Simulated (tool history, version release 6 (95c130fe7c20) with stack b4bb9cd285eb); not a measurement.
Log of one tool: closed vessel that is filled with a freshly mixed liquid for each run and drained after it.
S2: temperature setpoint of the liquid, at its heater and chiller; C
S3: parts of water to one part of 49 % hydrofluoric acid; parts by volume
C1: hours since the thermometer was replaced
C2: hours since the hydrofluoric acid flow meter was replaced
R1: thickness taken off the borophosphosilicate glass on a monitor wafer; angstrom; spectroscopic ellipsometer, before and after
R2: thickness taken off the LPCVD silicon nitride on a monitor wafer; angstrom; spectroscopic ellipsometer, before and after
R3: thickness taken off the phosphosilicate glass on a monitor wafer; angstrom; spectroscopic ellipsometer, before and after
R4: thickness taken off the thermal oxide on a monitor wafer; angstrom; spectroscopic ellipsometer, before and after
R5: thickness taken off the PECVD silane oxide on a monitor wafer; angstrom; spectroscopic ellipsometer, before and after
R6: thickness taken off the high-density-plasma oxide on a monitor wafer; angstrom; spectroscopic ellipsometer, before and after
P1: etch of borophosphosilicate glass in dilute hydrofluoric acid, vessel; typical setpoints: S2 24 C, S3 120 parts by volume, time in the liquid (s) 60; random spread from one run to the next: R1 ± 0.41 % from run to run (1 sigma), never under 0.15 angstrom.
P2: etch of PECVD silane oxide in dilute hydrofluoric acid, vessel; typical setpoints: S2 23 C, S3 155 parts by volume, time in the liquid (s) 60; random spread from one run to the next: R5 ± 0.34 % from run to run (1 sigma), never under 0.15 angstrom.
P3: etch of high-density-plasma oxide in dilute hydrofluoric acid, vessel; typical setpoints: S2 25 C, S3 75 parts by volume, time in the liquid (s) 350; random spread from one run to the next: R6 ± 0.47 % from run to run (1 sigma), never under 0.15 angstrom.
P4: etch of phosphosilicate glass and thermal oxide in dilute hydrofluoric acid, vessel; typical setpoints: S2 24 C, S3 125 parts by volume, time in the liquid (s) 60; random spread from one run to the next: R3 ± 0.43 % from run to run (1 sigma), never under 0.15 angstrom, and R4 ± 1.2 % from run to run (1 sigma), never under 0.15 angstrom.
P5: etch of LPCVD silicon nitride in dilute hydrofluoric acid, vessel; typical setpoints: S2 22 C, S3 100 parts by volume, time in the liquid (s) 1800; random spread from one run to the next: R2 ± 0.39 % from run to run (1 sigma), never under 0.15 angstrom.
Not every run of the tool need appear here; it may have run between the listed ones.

{"run": 1, "day": 0.667, "process that ran": "P1", "S2": 24, "S3": 120, "time in the liquid (s)": 60, "C1": 890, "C2": 633.8, "R1": 352.85}
{"run": 2, "day": 1.246, "process that ran": "P5", "S2": 22, "S3": 100, "time in the liquid (s)": 1800, "C1": 903.9, "C2": 647.7, "R2": 80.825}
{"run": 3, "day": 1.8, "process that ran": "P4", "S2": 20, "S3": 125, "time in the liquid (s)": 60, "C1": 917.2, "C2": 661, "R3": 597.22, "R4": 19.409}
{"run": 4, "day": 2.479, "process that ran": "P2", "S2": 23, "S3": 155, "time in the liquid (s)": 60, "C1": 933.5, "C2": 677.3, "R5": 177.77}
{"run": 5, "day": 2.817, "process that ran": "P2", "S2": 23, "S3": 155, "time in the liquid (s)": 30, "C1": 941.6, "C2": 685.4, "R5": 89.037}
{"run": 6, "day": 3.55, "process that ran": "P3", "S2": 25, "S3": 75, "time in the liquid (s)": 350, "C1": 959.2, "C2": 703, "R6": 263.72}
{"run": 7, "day": 4.142, "process that ran": "P2", "S2": 19.5, "S3": 155, "time in the liquid (s)": 60, "C1": 973.4, "C2": 717.2, "R5": 155.23}
{"run": 8, "day": 4.558, "process that ran": "P1", "S2": 24, "S3": 120, "time in the liquid (s)": 60, "C1": 983.4, "C2": 727.2, "R1": 352.26}
{"run": 9, "day": 5.038, "process that ran": "P4", "S2": 24, "S3": 125, "time in the liquid (s)": 110, "C1": 994.9, "C2": 738.7, "R3": 1300.3, "R4": 41.57}
{"run": 10, "day": 5.362, "process that ran": "P5", "S2": 22, "S3": 100, "time in the liquid (s)": 3235, "C1": 1002.7, "C2": 746.5, "R2": 145.05}
{"run": 11, "day": 5.779, "process that ran": "P1", "S2": 24, "S3": 120, "time in the liquid (s)": 30, "C1": 1012.7, "C2": 756.5, "R1": 175.54}
{"run": 12, "day": 6.404, "process that ran": "P1", "S2": 24, "S3": 120, "time in the liquid (s)": 60, "C1": 1027.7, "C2": 771.5, "R1": 350.87}
{"run": 13, "day": 6.808, "process that ran": "P1", "S2": 20, "S3": 120, "time in the liquid (s)": 60, "C1": 1037.4, "C2": 781.2, "R1": 300.81}
{"run": 14, "day": 7.304, "process that ran": "P1", "S2": 31, "S3": 120, "time in the liquid (s)": 60, "C1": 1049.3, "C2": 793.1, "R1": 460.01}
{"run": 15, "day": 7.996, "process that ran": "P3", "S2": 25, "S3": 40, "time in the liquid (s)": 350, "C1": 1065.9, "C2": 809.7, "R6": 519.47}
{"run": 16, "day": 8.712, "process that ran": "P5", "S2": 22, "S3": 100, "time in the liquid (s)": 1800, "C1": 1083.1, "C2": 826.9, "R2": 81.187}
{"run": 17, "day": 9.212, "process that ran": "P1", "S2": 24, "S3": 120, "time in the liquid (s)": 60, "C1": 1095.1, "C2": 838.9, "R1": 349.88}
{"run": 18, "day": 9.733, "process that ran": "P3", "S2": 33, "S3": 75, "time in the liquid (s)": 350, "C1": 1107.6, "C2": 851.4, "R6": 360.08}
{"run": 19, "day": 10.354, "process that ran": "P1", "S2": 24, "S3": 120, "time in the liquid (s)": 60, "C1": 1122.5, "C2": 866.3, "R1": 349.83}
{"run": 20, "day": 10.9, "process that ran": "P1", "S2": 24, "S3": 120, "time in the liquid (s)": 100, "C1": 1135.6, "C2": 879.4, "R1": 591.5}
{"run": 21, "day": 11.571, "process that ran": "P2", "S2": 23, "S3": 155, "time in the liquid (s)": 60, "C1": 1151.7, "C2": 895.5, "R5": 178.15}
{"day": 11.604, "done": "hydrofluoric acid flow meter replaced"}
{"run": 22, "day": 12.312, "process that ran": "P1", "S2": 24, "S3": 165, "time in the liquid (s)": 60, "C1": 1169.5, "C2": 17, "R1": 243.78}
{"run": 23, "day": 13.012, "process that ran": "P1", "S2": 24, "S3": 210, "time in the liquid (s)": 90, "C1": 1186.3, "C2": 33.8, "R1": 270.29}
{"run": 24, "day": 13.55, "process that ran": "P2", "S2": 23, "S3": 30, "time in the liquid (s)": 60, "C1": 1199.2, "C2": 46.7, "R5": 1066.2}
{"run": 25, "day": 14.088, "process that ran": "P4", "S2": 24, "S3": 45, "time in the liquid (s)": 60, "C1": 1212.1, "C2": 59.6, "R3": 2187, "R4": 70.739}
{"run": 26, "day": 14.712, "process that ran": "P5", "S2": 22, "S3": 170, "time in the liquid (s)": 1800, "C1": 1227.1, "C2": 74.6, "R2": 47.863}
{"run": 27, "day": 15.258, "process that ran": "P1", "S2": 24, "S3": 35, "time in the liquid (s)": 60, "C1": 1240.2, "C2": 87.7, "R1": 1347.5}
{"run": 28, "day": 15.808, "process that ran": "P4", "S2": 24, "S3": 125, "time in the liquid (s)": 60, "C1": 1253.4, "C2": 100.9, "R3": 704.85, "R4": 22.559}
{"run": 29, "day": 16.508, "process that ran": "P5", "S2": 17, "S3": 100, "time in the liquid (s)": 1800, "C1": 1270.2, "C2": 117.7, "R2": 56.851}
{"run": 30, "day": 17.225, "process that ran": "P1", "S2": 29.5, "S3": 190, "time in the liquid (s)": 60, "C1": 1287.4, "C2": 134.9, "R1": 250.57}
{"run": 31, "day": 17.792, "process that ran": "P3", "S2": 25, "S3": 75, "time in the liquid (s)": 85, "C1": 1301, "C2": 148.5, "R6": 64.21}
{"run": 32, "day": 18.425, "process that ran": "P1", "S2": 24, "S3": 120, "time in the liquid (s)": 60, "C1": 1316.2, "C2": 163.7, "R1": 350.99}
{"run": 33, "day": 19.012, "process that ran": "P1", "S2": 24, "S3": 120, "time in the liquid (s)": 60, "C1": 1330.3, "C2": 177.8, "R1": 364.27}

Run 34, settings as shown, results not yet in. Your forecast:
{"run": 34, "day": 19.571, "process that ran": "P1", "S2": 24, "S3": 120, "time in the liquid (s)": 60, "C1": 1343.7, "C2": 191.2, "R1": "?"}

R1: 374.29 angstrom
